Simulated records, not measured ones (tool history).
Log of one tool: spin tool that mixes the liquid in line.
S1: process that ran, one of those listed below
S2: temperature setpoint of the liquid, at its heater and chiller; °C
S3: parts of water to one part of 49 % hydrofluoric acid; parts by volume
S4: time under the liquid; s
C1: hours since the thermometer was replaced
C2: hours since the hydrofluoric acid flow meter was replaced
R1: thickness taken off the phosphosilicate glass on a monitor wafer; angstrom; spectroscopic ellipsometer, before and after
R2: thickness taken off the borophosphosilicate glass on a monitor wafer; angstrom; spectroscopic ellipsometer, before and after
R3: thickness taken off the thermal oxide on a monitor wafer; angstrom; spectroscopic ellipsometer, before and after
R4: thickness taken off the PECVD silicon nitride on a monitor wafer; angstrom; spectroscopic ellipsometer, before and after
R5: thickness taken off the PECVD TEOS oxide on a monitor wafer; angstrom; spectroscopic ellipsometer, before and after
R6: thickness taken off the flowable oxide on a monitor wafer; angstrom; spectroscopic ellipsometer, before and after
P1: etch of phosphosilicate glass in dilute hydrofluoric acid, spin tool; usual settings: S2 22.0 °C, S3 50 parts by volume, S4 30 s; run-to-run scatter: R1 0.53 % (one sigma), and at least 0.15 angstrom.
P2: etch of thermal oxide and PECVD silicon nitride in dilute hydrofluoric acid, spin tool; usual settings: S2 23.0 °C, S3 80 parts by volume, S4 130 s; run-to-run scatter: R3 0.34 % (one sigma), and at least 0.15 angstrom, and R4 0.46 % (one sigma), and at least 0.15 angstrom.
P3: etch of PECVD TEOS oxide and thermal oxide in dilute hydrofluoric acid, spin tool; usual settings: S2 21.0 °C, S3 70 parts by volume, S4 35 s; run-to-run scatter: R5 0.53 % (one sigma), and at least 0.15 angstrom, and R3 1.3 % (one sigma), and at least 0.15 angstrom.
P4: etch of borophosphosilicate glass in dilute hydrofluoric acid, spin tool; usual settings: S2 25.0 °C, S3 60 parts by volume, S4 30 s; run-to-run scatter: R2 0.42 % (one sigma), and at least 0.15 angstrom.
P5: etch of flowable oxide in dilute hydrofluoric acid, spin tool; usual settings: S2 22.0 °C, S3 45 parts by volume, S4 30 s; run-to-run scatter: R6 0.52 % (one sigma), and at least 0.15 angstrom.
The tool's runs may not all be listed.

Run 1, day 0.092: S1 P1, S2 22.0 °C, S3 50 parts by volume, S4 30 s; C1 154.9; C2 130.7. Result: R1 356.81 angstrom.
Run 2, day 0.192: S1 P4, S2 25.0 °C, S3 105 parts by volume, S4 30 s; C1 157.3; C2 133.1. Result: R2 96.915 angstrom.
Run 3, day 0.312: S1 P2, S2 17.0 °C, S3 80 parts by volume, S4 130 s; C1 160.2; C2 136.0. Result: R3 59.4590 angstrom, R4 32.104 angstrom.
Run 4, day 0.483: S1 P3, S2 21.0 °C, S3 40 parts by volume, S4 35 s; C1 164.3; C2 140.1. Result: R3 39.9860 angstrom, R5 232.89 angstrom.
Run 5, day 0.617: S1 P1, S2 17.0 °C, S3 50 parts by volume, S4 60 s; C1 167.5; C2 143.3. Result: R1 578.17 angstrom.
Run 6, day 0.779: S1 P5, S2 22.0 °C, S3 45 parts by volume, S4 15 s; C1 171.4; C2 147.2. Result: R6 162.31 angstrom.
Run 7, day 0.888: S1 P4, S2 25.0 °C, S3 60 parts by volume, S4 60 s; C1 174.0; C2 149.8. Result: R2 363.810 angstrom.
Run 8, day 1.071: S1 P2, S2 23.0 °C, S3 80 parts by volume, S4 130 s; C1 178.4; C2 154.2. Result: R3 75.6240 angstrom, R4 48.562 angstrom.
Run 9, day 1.254: S1 P1, S2 29.0 °C, S3 50 parts by volume, S4 15 s; C1 182.8; C2 158.6. Result: R1 239.05 angstrom.
Run 10, day 1.396: S1 P4, S2 29.5 °C, S3 60 parts by volume, S4 30 s; C1 186.2; C2 162.0. Result: R2 215.780 angstrom.
Run 11, day 1.496: S1 P1, S2 22.0 °C, S3 50 parts by volume, S4 30 s; C1 188.6; C2 164.4. Result: R1 360.25 angstrom.
Run 12, day 1.671: S1 P1, S2 17.0 °C, S3 50 parts by volume, S4 30 s; C1 192.8; C2 168.6. Result: R1 288.08 angstrom.
Run 13, day 1.879: S1 P3, S2 17.0 °C, S3 70 parts by volume, S4 35 s; C1 197.8; C2 173.6. Result: R3 18.2820 angstrom, R5 106.80 angstrom.
Run 14, day 1.992: S1 P3, S2 21.0 °C, S3 70 parts by volume, S4 15 s; C1 200.5; C2 176.3. Result: R3 9.7659 angstrom, R5 54.05 angstrom.
At day 2.058: hydrofluoric acid flow meter replaced.
Run 15, day 2.150: S1 P1, S2 22.0 °C, S3 50 parts by volume, S4 65 s; C1 204.3; C2 2.2. Result: R1 770.01 angstrom.
Run 16, day 2.329: S1 P5, S2 17.0 °C, S3 45 parts by volume, S4 30 s; C1 208.6; C2 6.5. Result: R6 261.31 angstrom.
Run 17, day 2.517: S1 P3, S2 21.0 °C, S3 70 parts by volume, S4 35 s; C1 213.1; C2 11.0. Result: R3 23.1240 angstrom, R5 128.29 angstrom.
Run 18, day 2.633: S1 P4, S2 25.0 °C, S3 60 parts by volume, S4 30 s; C1 215.9; C2 13.8. Result: R2 181.090 angstrom.
Run 19, day 2.754: S1 P1, S2 22.0 °C, S3 70 parts by volume, S4 30 s; C1 218.8; C2 16.7. Result: R1 250.33 angstrom.
Run 20, day 2.925: S1 P5, S2 22.0 °C, S3 20 parts by volume, S4 30 s; C1 222.9; C2 20.8. Result: R6 751.18 angstrom.
Run 21, day 3.046: S1 P1, S2 22.0 °C, S3 50 parts by volume, S4 15 s; C1 225.8; C2 23.7. Result: R1 179.51 angstrom.
Run 22, day 3.188: S1 P2, S2 23.0 °C, S3 80 parts by volume, S4 45 s; C1 229.2; C2 27.1. Result: R3 26.1830 angstrom, R4 16.218 angstrom.
Run 23, day 3.346: S1 P1, S2 22.0 °C, S3 50 parts by volume, S4 30 s; C1 233.0; C2 30.9. Result: R1 356.78 angstrom.
Run 24, day 3.446: S1 P5, S2 22.0 °C, S3 45 parts by volume, S4 30 s; C1 235.4; C2 33.3. Result: R6 328.37 angstrom.
Run 25, day 3.654: S1 P1, S2 22.0 °C, S3 50 parts by volume, S4 30 s; C1 240.4; C2 38.3. Result: R1 357.64 angstrom.
Run 26, day 3.838: S1 P1, S2 29.5 °C, S3 50 parts by volume, S4 30 s; C1 244.8; C2 42.7. Result: R1 487.52 angstrom.
Run 27, day 4.042: S1 P2, S2 23.0 °C, S3 80 parts by volume, S4 130 s; C1 249.7; C2 47.6. Result: R3 75.8910 angstrom, R4 48.130 angstrom.
Run 28, day 4.150: S1 P1, S2 22.0 °C, S3 20 parts by volume, S4 30 s; C1 252.3; C2 50.2. Result: R1 921.08 angstrom.
Run 29, day 4.362: S1 P4, S2 25.0 °C, S3 60 parts by volume, S4 30 s; C1 257.4; C2 55.3. Result: R2 181.000 angstrom.
Run 30, day 4.475: S1 P3, S2 21.0 °C, S3 70 parts by volume, S4 35 s; C1 260.1; C2 58.0. Result: R3 21.5940 angstrom, R5 126.49 angstrom.
Run 31, day 4.683: S1 P1, S2 22.0 °C, S3 50 parts by volume, S4 30 s; C1 265.1; C2 63.0. Result: R1 357.60 angstrom.
Run 32, day 4.838: S1 P2, S2 23.0 °C, S3 135 parts by volume, S4 130 s; C1 268.8; C2 66.7. Result: R3 42.0760 angstrom, R4 28.656 angstrom.
Run 33, day 5.050: S1 P1, S2 22.0 °C, S3 50 parts by volume, S4 30 s; C1 273.9; C2 71.8. Result: R1 354.04 angstrom.
Run 34, day 5.229: S1 P1, S2 22.0 °C, S3 50 parts by volume, S4 30 s; C1 278.2; C2 76.1. Result: R1 340.14 angstrom.
Run 35, day 5.325: S1 P1, S2 22.0 °C, S3 50 parts by volume, S4 30 s; C1 280.5; C2 78.4. Result: R1 337.75 angstrom.
Run 36, day 5.504: S1 P1, S2 22.0 °C, S3 50 parts by volume, S4 30 s; C1 284.8; C2 82.7. Result: R1 330.63 angstrom.
Run 37, day 5.629: S1 P1, S2 22.0 °C, S3 50 parts by volume, S4 30 s; C1 287.8; C2 85.7. Result: R1 328.01 angstrom.
Run 38, day 5.733: S1 P1, S2 22.0 °C, S3 50 parts by volume, S4 30 s; C1 290.3; C2 88.2. Result: R1 324.63 angstrom.
Run 39, day 5.933: S1 P1, S2 22.0 °C, S3 50 parts by volume, S4 30 s; C1 295.1; C2 93.0. Result: R1 322.05 angstrom.
Run 40, day 6.108: S1 P1, S2 22.0 °C, S3 50 parts by volume, S4 30 s; C1 299.3; C2 97.2. Result: R1 324.47 angstrom.
Run 41, day 6.242: S1 P1, S2 22.0 °C, S3 50 parts by volume, S4 30 s; C1 302.5; C2 100.4. Result: R1 324.59 angstrom.

What P1 gives has crept away from where it was. These 2 causes fit the log equally well, each at the size given:
A: liquid colder than its thermometer reads (K) = 2.41
B: hydrofluoric acid flow below the setpoint (%) = 9.08
The creep began at about day 5.050.

4 check runs are offered, one wafer each, their results left as question marks. Which one tells the causes apart?
Run check 1, day 6.375: S1 P2, S2 23.0 °C, S3 80 parts by volume, S4 130 s. Result: R3 ?, R4 ?.
Run check 2, day 6.375: S1 P3, S2 21.0 °C, S3 70 parts by volume, S4 35 s. Result: R3 ?, R5 ?.
Run check 3, day 6.375: S1 P5, S2 22.0 °C, S3 45 parts by volume, S4 30 s. Result: R6 ?.
Run check 4, day 6.375: S1 P4, S2 25.0 °C, S3 60 parts by volume, S4 30 s. Result: R2 ?.

What each check would give under each cause:
  check  result     if A     if B
check 1      R3  68.7300  68.3010
check 1      R4   40.892   43.833
check 2      R3  20.1900  20.1420
check 2      R5   114.92   114.64
check 3      R6   294.16   294.54
check 4      R2  164.230  163.480
How far apart the two closest causes lie, in the result that separates them most: check 1 6.95 %; check 2 0.24 %; check 3 0.13 %; check 4 0.46 %
Check 1 tells the causes apart: in the others they would give nearly the same result.

Then check 1 was run and gave: R3 68.5420 angstrom; R4 40.965 angstrom. Which cause is it?

It is A: liquid colder than its thermometer reads (K).
